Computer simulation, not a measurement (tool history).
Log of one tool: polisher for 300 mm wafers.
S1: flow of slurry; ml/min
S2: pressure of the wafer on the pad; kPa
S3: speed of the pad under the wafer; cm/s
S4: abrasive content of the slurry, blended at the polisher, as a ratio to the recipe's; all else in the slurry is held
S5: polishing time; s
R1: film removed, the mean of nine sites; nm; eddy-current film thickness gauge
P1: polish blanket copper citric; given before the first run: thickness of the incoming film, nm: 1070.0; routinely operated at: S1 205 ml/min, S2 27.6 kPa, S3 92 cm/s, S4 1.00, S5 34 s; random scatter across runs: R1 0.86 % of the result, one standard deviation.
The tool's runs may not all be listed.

Run 1, hour 10.0: S1 205 ml/min, S2 27.6 kPa, S3 92 cm/s, S4 1.00, S5 34 s. Result: R1 80.436 nm.
Run 2, hour 15.1: S1 205 ml/min, S2 27.6 kPa, S3 92 cm/s, S4 1.00, S5 34 s. Result: R1 79.643 nm.
Run 3, hour 22.0: S1 205 ml/min, S2 27.6 kPa, S3 92 cm/s, S4 1.00, S5 34 s. Result: R1 80.852 nm.
Run 4, hour 29.5: S1 205 ml/min, S2 27.6 kPa, S3 92 cm/s, S4 0.80, S5 18 s. Result: R1 41.244 nm.
Run 5, hour 35.2: S1 205 ml/min, S2 27.6 kPa, S3 92 cm/s, S4 1.00, S5 34 s. Result: R1 80.680 nm.
Run 6, hour 43.9: S1 205 ml/min, S2 13.1 kPa, S3 92 cm/s, S4 1.00, S5 34 s. Result: R1 38.981 nm.
Run 7, hour 50.6: S1 125 ml/min, S2 27.6 kPa, S3 92 cm/s, S4 1.00, S5 34 s. Result: R1 74.585 nm.
Run 8, hour 60.8: S1 205 ml/min, S2 27.6 kPa, S3 46 cm/s, S4 1.00, S5 34 s. Result: R1 40.759 nm.
Run 9, hour 71.2: S1 205 ml/min, S2 27.6 kPa, S3 92 cm/s, S4 1.45, S5 34 s. Result: R1 87.514 nm.
Run 10, hour 79.3: S1 205 ml/min, S2 27.6 kPa, S3 92 cm/s, S4 1.00, S5 50 s. Result: R1 116.860 nm.
Run 11, hour 85.8: S1 205 ml/min, S2 27.6 kPa, S3 92 cm/s, S4 1.00, S5 34 s. Result: R1 80.155 nm.
Run 12, hour 96.2: S1 290 ml/min, S2 27.6 kPa, S3 92 cm/s, S4 1.00, S5 34 s. Result: R1 84.634 nm.
Run 13, hour 105.7: S1 205 ml/min, S2 27.6 kPa, S3 92 cm/s, S4 1.00, S5 34 s. Result: R1 79.537 nm.
Run 14, hour 111.4: S1 205 ml/min, S2 27.6 kPa, S3 92 cm/s, S4 0.55, S5 34 s. Result: R1 70.778 nm.

Expected results for the next run?
Run 15, hour 117.0: S1 205 ml/min, S2 42.7 kPa, S3 92 cm/s, S4 1.00, S5 34 s. Result: R1 ?.

{"run 15": {"R1": 124.3}}

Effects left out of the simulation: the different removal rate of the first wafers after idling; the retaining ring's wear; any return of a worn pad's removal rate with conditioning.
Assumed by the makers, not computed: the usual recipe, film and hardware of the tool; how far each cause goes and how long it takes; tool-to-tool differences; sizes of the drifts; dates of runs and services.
